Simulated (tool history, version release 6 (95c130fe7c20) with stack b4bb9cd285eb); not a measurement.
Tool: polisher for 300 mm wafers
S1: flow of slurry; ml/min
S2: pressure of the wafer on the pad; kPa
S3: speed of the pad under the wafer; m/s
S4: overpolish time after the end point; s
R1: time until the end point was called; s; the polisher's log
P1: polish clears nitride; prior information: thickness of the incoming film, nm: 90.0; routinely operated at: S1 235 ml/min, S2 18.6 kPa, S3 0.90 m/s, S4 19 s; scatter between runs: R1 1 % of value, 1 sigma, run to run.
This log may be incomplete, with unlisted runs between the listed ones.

run,hour,S1,S2,S3,S4,R1
1,2.7,235,18.6,0.90,19,93.954
2,5.8,140,18.6,0.90,19,102.000
3,9.7,355,26.9,0.90,19,62.136
4,14.9,235,18.6,0.90,19,94.674
5,19.6,300,18.6,0.90,19,91.502
6,22.8,235,18.6,0.90,10,94.805
7,27.5,235,18.6,1.32,27,64.173
8,32.9,235,18.6,0.90,19,94.801
9,37.6,235,18.6,0.90,37,94.430
10,41.3,235,27.6,0.90,19,63.444
11,46.0,235,18.6,0.90,19,94.957
12,49.9,235,18.6,0.54,19,156.870
13,53.8,235,18.6,0.90,19,95.005
14,59.1,235,18.6,0.90,19,95.308
# hour 59.4: slurry nozzle cleaned
15,64.3,235,9.7,0.90,19,183.030
16,69.0,235,18.6,1.28,19,66.918
17,73.6,235,18.6,0.90,19,95.535
18,78.7,235,18.6,0.90,19,96.647
19,81.8,235,18.6,0.90,19,97.542
20,85.3,235,18.6,0.90,19,97.001
21,87.8,235,18.6,0.90,19,97.958
22,91.0,235,18.6,0.90,19,99.256
23,96.4,235,18.6,0.90,19,98.942
# hour 98.3: head pressure recalibrated
24,100.6,235,18.6,0.90,19,100.260
25,105.2,235,18.6,0.90,19,100.340
26,109.9,235,18.6,0.90,19,98.388
27,112.6,235,18.6,0.90,19,99.019

The output of P1 has drifted from where it used to be. Each of the 2 causes below, taken at the size shown beside it, accounts for the log equally well:
A: removal rate lost through wear of the pad, % = 5.36
B: slurry flow missing at the pad, % = 33
The process output started creeping at around hour 73.6.
The rest of the possible causes, and what rules out each one:
head's pressure below its setpoint, %: work on it at hour 98.3, done after the drift set in, did not restore what the process gave before

Consider the 4 check runs below, whose results appear as question marks and each of which averages 5 wafers. Which one distinguishes the causes, in that each cause would give it a clearly different result?
check 1,115.3,235,27.6,0.90,19,?
check 2,115.3,140,18.6,0.90,25,?
check 3,115.3,235,27.6,0.90,32,?
check 4,115.3,235,26.2,0.90,29,?

What every check run would give for each of its results, assuming each possible cause in turn:
check,result,if A,if B
check 1,R1,67.145,67.151
check 2,R1,107.290,110.980
check 3,R1,67.145,67.151
check 4,R1,70.679,70.685
Minimum pairwise separation of causes per check, each pair taken at its best-separating result: check 1 0.01 %; check 2 3.37 %; check 3 0.01 %; check 4 0.01 %
The other checks would show nearly matching results whichever cause is true, so check 2 is the only one that separates the causes.

Check 2 has now been run. It gave: R1 107.440 s. Which of the candidate causes is it?

The cause is A: removal rate lost through wear of the pad, %.
